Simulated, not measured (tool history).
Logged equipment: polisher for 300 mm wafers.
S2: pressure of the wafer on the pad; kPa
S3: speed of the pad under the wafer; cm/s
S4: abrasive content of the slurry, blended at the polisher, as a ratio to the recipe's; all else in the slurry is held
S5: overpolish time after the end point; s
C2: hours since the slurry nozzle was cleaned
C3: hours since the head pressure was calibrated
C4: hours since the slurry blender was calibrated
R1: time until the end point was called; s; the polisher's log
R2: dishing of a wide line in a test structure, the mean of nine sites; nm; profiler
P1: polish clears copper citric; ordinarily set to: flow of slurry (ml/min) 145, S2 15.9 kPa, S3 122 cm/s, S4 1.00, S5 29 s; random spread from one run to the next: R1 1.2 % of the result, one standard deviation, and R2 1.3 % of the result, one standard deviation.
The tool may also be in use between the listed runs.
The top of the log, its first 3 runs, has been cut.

run 4 hour=38.2 | flow_of_slurry_(ml/min)=145 S2=15.9 S3=122 S4=0.60 S5=29 | wafers_polished_on_this_pad=1326 C2=201.1 C3=340.0 C4=142.4 | R1=126.340 R2=33.806
run 5 hour=48.9 | flow_of_slurry_(ml/min)=145 S2=15.9 S3=182 S4=1.00 S5=29 | wafers_polished_on_this_pad=1416 C2=211.8 C3=350.7 C4=153.1 | R1=76.619 R2=44.064
run 6 hour=55.4 | flow_of_slurry_(ml/min)=145 S2=15.9 S3=64 S4=1.00 S5=29 | wafers_polished_on_this_pad=1470 C2=218.3 C3=357.2 C4=159.6 | R1=206.150 R2=23.627
run 7 hour=65.7 | flow_of_slurry_(ml/min)=145 S2=15.9 S3=122 S4=1.40 S5=29 | wafers_polished_on_this_pad=1557 C2=228.6 C3=367.5 C4=169.9 | R1=102.010 R2=37.034
run 8 hour=72.0 | flow_of_slurry_(ml/min)=145 S2=15.9 S3=122 S4=0.75 S5=9 | wafers_polished_on_this_pad=1610 C2=234.9 C3=373.8 C4=176.2 | R1=118.410 R2=14.388
run 9 hour=80.2 | flow_of_slurry_(ml/min)=145 S2=15.9 S3=122 S4=1.00 S5=29 | wafers_polished_on_this_pad=1679 C2=243.1 C3=382.0 C4=184.4 | R1=110.940 R2=35.238
run 10 hour=85.5 | flow_of_slurry_(ml/min)=180 S2=15.9 S3=122 S4=1.35 S5=29 | wafers_polished_on_this_pad=1723 C2=248.4 C3=387.3 C4=189.7 | R1=102.820 R2=38.321
run 11 hour=94.7 | flow_of_slurry_(ml/min)=145 S2=15.9 S3=122 S4=1.00 S5=56 | wafers_polished_on_this_pad=1801 C2=257.6 C3=396.5 C4=198.9 | R1=110.240 R2=51.124
run 12 hour=100.5 | flow_of_slurry_(ml/min)=145 S2=23.4 S3=122 S4=1.00 S5=29 | wafers_polished_on_this_pad=1850 C2=263.4 C3=402.3 C4=204.7 | R1=75.392 R2=44.157
run 13 hour=107.7 | flow_of_slurry_(ml/min)=145 S2=15.9 S3=122 S4=1.00 S5=16 | wafers_polished_on_this_pad=1910 C2=270.6 C3=409.5 C4=211.9 | R1=112.840 R2=24.088
run 14 hour=116.2 | flow_of_slurry_(ml/min)=85 S2=15.9 S3=122 S4=1.00 S5=29 | wafers_polished_on_this_pad=1981 C2=279.1 C3=418.0 C4=220.4 | R1=125.880 R2=33.593
run 15 hour=126.0 | flow_of_slurry_(ml/min)=145 S2=15.9 S3=122 S4=1.00 S5=29 | wafers_polished_on_this_pad=2064 C2=288.9 C3=427.8 C4=230.2 | R1=110.090 R2=36.290
run 16 hour=135.7 | flow_of_slurry_(ml/min)=145 S2=15.9 S3=122 S4=1.00 S5=29 | wafers_polished_on_this_pad=2145 C2=298.6 C3=437.5 C4=239.9 | R1=114.310 R2=36.191
run 17 hour=145.0 | flow_of_slurry_(ml/min)=145 S2=15.9 S3=122 S4=1.00 S5=29 | wafers_polished_on_this_pad=2224 C2=307.9 C3=446.8 C4=249.2 | R1=111.350 R2=35.642
run 18 hour=155.8 | flow_of_slurry_(ml/min)=145 S2=9.7 S3=122 S4=1.00 S5=29 | wafers_polished_on_this_pad=2314 C2=318.7 C3=457.6 C4=260.0 | R1=176.620 R2=25.636
run 19 hour=164.0 | flow_of_slurry_(ml/min)=145 S2=15.9 S3=122 S4=1.00 S5=29 | wafers_polished_on_this_pad=2383 C2=326.9 C3=465.8 C4=268.2 | R1=111.750 R2=36.397
run 20 hour=170.1 | flow_of_slurry_(ml/min)=145 S2=15.9 S3=122 S4=1.00 S5=29 | wafers_polished_on_this_pad=2434 C2=333.0 C3=471.9 C4=274.3 | R1=110.730 R2=36.894
run 21 hour=175.9 | flow_of_slurry_(ml/min)=145 S2=15.9 S3=122 S4=1.00 S5=29 | wafers_polished_on_this_pad=2483 C2=338.8 C3=477.7 C4=280.1 | R1=114.810 R2=35.885
run 22 hour=183.4 | flow_of_slurry_(ml/min)=145 S2=15.9 S3=122 S4=1.00 S5=29 | wafers_polished_on_this_pad=2546 C2=346.3 C3=485.2 C4=287.6 | R1=114.400 R2=35.796

For run 23, what comes out?
run 23 hour=190.6 | flow_of_slurry_(ml/min)=145 S2=15.9 S3=122 S4=1.00 S5=29 | wafers_polished_on_this_pad=2607 C2=353.5 C3=492.4 C4=294.8 | R1=? R2=?

For run 23 the tool returned R1 114.030 s, R2 35.395 nm.
